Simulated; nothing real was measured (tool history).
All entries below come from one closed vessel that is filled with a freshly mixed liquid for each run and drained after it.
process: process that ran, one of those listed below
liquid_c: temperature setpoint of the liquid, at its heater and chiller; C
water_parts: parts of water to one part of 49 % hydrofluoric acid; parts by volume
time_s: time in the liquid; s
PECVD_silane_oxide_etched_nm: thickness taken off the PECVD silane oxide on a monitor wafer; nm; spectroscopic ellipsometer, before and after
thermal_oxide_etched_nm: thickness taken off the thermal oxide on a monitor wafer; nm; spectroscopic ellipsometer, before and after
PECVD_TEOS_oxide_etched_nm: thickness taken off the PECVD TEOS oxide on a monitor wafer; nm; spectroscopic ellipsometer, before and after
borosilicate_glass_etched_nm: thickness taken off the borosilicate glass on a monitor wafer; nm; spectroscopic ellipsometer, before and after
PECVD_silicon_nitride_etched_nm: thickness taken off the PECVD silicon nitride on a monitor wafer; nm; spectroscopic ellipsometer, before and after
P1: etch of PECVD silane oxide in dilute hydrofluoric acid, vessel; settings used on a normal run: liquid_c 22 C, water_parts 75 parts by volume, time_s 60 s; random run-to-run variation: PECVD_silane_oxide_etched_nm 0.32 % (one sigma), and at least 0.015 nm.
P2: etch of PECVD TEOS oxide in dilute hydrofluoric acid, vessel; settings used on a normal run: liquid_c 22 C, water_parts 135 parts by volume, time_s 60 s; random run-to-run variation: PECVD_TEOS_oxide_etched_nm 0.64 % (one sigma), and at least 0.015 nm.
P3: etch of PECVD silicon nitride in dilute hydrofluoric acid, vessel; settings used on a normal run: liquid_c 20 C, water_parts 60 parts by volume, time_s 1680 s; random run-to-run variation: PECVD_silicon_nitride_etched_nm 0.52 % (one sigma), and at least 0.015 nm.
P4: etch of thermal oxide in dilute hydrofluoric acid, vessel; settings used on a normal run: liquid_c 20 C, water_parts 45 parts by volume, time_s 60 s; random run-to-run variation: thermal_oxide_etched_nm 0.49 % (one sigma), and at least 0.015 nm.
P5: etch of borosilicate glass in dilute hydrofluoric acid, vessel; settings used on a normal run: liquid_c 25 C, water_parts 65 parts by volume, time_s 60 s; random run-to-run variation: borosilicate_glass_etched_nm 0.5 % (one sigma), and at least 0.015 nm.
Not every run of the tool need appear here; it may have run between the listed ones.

run   hour  process  liquid_c  water_parts  time_s  hours since the thermometer was replaced  hours since the hydrofluoric acid flow meter was replaced  PECVD_silane_oxide_etched_nm  thermal_oxide_etched_nm  PECVD_TEOS_oxide_etched_nm  borosilicate_glass_etched_nm  PECVD_silicon_nitride_etched_nm
  1   13.1       P1        22           75      60                                    1202.4                                                      592.9                        14.809
  2   22.8       P4        20           75      60                                    1212.1                                                      602.6                                                 3.4122
  3   37.8       P2        22           30      60                                    1227.1                                                      617.6                                                                             24.516
  4   52.2       P1        17          105      60                                    1241.5                                                        632                        8.3027
  5   62.4       P5        25           65      30                                    1251.7                                                      642.2                                                                                                           28.151
  6   73.7       P3        20           60     305                                      1263                                                      653.5                                                                                                                                            9.1364
  7   85.5       P1        22           75      60                                    1274.8                                                      665.3                        14.767
  8   92.9       P5      30.5           65      60                                    1282.2                                                      672.7                                                                                                           69.865
  9  104.9       P3        25           60    1680                                    1294.2                                                      684.7                                                                                                                                            71.538
 10  114.4       P1        22          120      60                                    1303.7                                                      694.2                        8.7911
 11  129.6       P2        17          135      60                                    1318.9                                                      709.4                                                                             3.9055
     138.3  -- hydrofluoric acid flow meter replaced
 12  138.5       P5        25           65      60                                    1327.8                                                        0.3                                                                                                            55.91
 13  146.3       P1        18           75      60                                    1335.6                                                        8.1                        12.525
 14  154.1       P1        22           75      60                                    1343.4                                                       15.9                        14.824
 15    165       P1        22           45      60                                    1354.3                                                       26.8                        25.726
 16  177.4       P4        20           45      60                                    1366.7                                                       39.2                                                 5.8861
 17  186.5       P1        22           75      60                                    1375.8                                                       48.3                        14.863
 18  203.1       P1        22           75      60                                    1392.4                                                       64.9                        14.844
 19  211.4       P2        22          135      60                                    1400.7                                                       73.2                                                                             4.8116
 20  222.4       P3        20           30    1680                                    1411.7                                                       84.2                                                                                                                                            98.581
 21  234.9       P4      27.5           45      60                                    1424.2                                                       96.7                                                 8.1238
 22    249       P5        25          115      60                                    1438.3                                                      110.8                                                                                                           29.877
 23  262.8       P1      29.5           75      60                                    1452.1                                                      124.6                        20.017
 24    275       P1        22           75      60                                    1464.3                                                      136.8                        14.784
 25  283.6       P5        25           65      60                                    1472.9                                                      145.4                                                                                                            56.51
 26  298.3       P1        22           75      60                                    1487.6                                                      160.1                        14.877
 27    313       P3        20           60    1680                                    1502.3                                                      174.8                                                                                                                                            50.183
 28    325       P4        20           45      30                                    1514.3                                                      186.8                                                 2.9585
 29  333.5       P1        22           75      35                                    1522.8                                                      195.3                        8.6793
 30  341.9       P1        22           75     115                                    1531.2                                                      203.7                        28.508
 31  349.9       P1      26.5          130      60                                    1539.2                                                      211.7                        9.5339
 32  357.8       P2        22          135     110                                    1547.1                                                      219.6                                                                              8.766
 33  371.8       P1        22           75      60                                    1561.1                                                      233.6                        14.824
 34  388.6       P1        22           75      60                                    1577.9                                                      250.4                        15.414
 35  400.4       P1        22           75      60                                    1589.7                                                      262.2                        15.642
 36  416.8       P1        22           75      60                                    1606.1                                                      278.6                        15.929
 37    433       P1        22           75      60                                    1622.3                                                      294.8                        15.994
 38  445.9       P1        22           75      60                                    1635.2                                                      307.7                        16.158
 39  460.4       P1        22           75      60                                    1649.7                                                      322.2                        16.157
 40  475.9       P1        22           75      60                                    1665.2                                                      337.7                        16.208
 41  488.6       P1        22           75      60                                    1677.9                                                      350.4                        16.107
 42  505.5       P1        22           75      60                                    1694.8                                                      367.3                        16.205

Compared with where it was, what P1 gives has crept away. Each cause listed below fits the log as well as the rest, at the size given for it:
A: liquid hotter than its thermometer reads (K) = 2.22
B: hydrofluoric acid flow above the setpoint (%) = 8.64
The process output started creeping at around hour 371.8.

4 check runs are offered, one wafer each, their results left as question marks. Which one tells the causes apart?
check 1  522.4       P4        20           45      60                                                                                                                                                           ?
check 2  522.4       P5        25           65      60                                                                                                                                                                                                                     ?
check 3  522.4       P2        22          135      60                                                                                                                                                                                       ?
check 4  522.4       P3        20           60    1680                                                                                                                                                                                                                                                      ?

Expected result of each check under each candidate cause:
  check                           result    if A    if B
check 1          thermal_oxide_etched_nm   6.537   6.494
check 2     borosilicate_glass_etched_nm  61.582  61.647
check 3       PECVD_TEOS_oxide_etched_nm  5.2125  5.2566
check 4  PECVD_silicon_nitride_etched_nm  58.682  54.626
Smallest distance between any two causes, each pair judged by its most separating result, in per cent: check 1 0.66 %; check 2 0.11 %; check 3 0.84 %; check 4 7.16 %
Only check 4 tells the causes apart: in the others they would give nearly the same result.

After running check 4, the following was obtained: PECVD_silicon_nitride_etched_nm 58.391 nm. Which cause does this point to?

Of the candidate causes, it is A: liquid hotter than its thermometer reads (K).
